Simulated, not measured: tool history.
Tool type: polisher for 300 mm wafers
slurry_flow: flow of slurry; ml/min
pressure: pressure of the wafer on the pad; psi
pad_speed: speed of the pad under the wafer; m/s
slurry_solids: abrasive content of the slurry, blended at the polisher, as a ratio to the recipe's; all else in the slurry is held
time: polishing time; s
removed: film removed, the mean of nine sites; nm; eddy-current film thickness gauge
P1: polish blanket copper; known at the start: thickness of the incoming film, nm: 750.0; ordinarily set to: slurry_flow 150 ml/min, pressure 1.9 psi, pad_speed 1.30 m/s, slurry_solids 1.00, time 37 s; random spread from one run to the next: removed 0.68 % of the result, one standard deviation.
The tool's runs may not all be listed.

run,day,slurry_flow,pressure,pad_speed,slurry_solids,time,removed
1,0.304,150,1.9,1.30,1.00,37,102.580
2,0.612,150,1.9,1.30,1.00,25,69.276
3,0.808,150,1.9,1.30,1.45,37,110.960
4,1.112,150,1.9,2.00,1.00,37,158.320
5,1.392,150,1.9,1.30,1.00,59,164.030
6,1.621,150,1.9,1.64,0.70,37,119.720
# day 1.717: slurry blender recalibrated
7,1.950,95,1.9,1.30,1.00,37,94.002
8,2.317,150,1.9,1.30,0.60,37,91.522
9,2.612,150,3.0,1.30,1.00,37,162.100
10,2.908,150,0.9,1.30,0.60,37,43.759
11,3.117,150,1.9,1.30,1.00,37,101.880
# day 3.279: slurry nozzle cleaned
12,3.458,150,1.1,1.30,1.00,37,58.972
13,3.758,150,1.9,1.30,1.00,37,102.990
14,4.025,200,1.9,1.30,1.00,37,105.750
15,4.383,150,1.9,1.30,1.00,37,102.630
16,4.717,150,1.9,0.82,1.00,37,64.053
17,4.988,150,1.9,1.30,1.00,37,101.510
18,5.183,150,1.9,1.30,1.00,37,100.450
19,5.392,150,1.9,1.30,1.00,37,97.582

What does the tool deliver on the next run?
# day 5.700: slurry blender recalibrated
20,5.767,150,1.9,1.30,1.00,37,?

{"run 20": {"removed": 93.329}}

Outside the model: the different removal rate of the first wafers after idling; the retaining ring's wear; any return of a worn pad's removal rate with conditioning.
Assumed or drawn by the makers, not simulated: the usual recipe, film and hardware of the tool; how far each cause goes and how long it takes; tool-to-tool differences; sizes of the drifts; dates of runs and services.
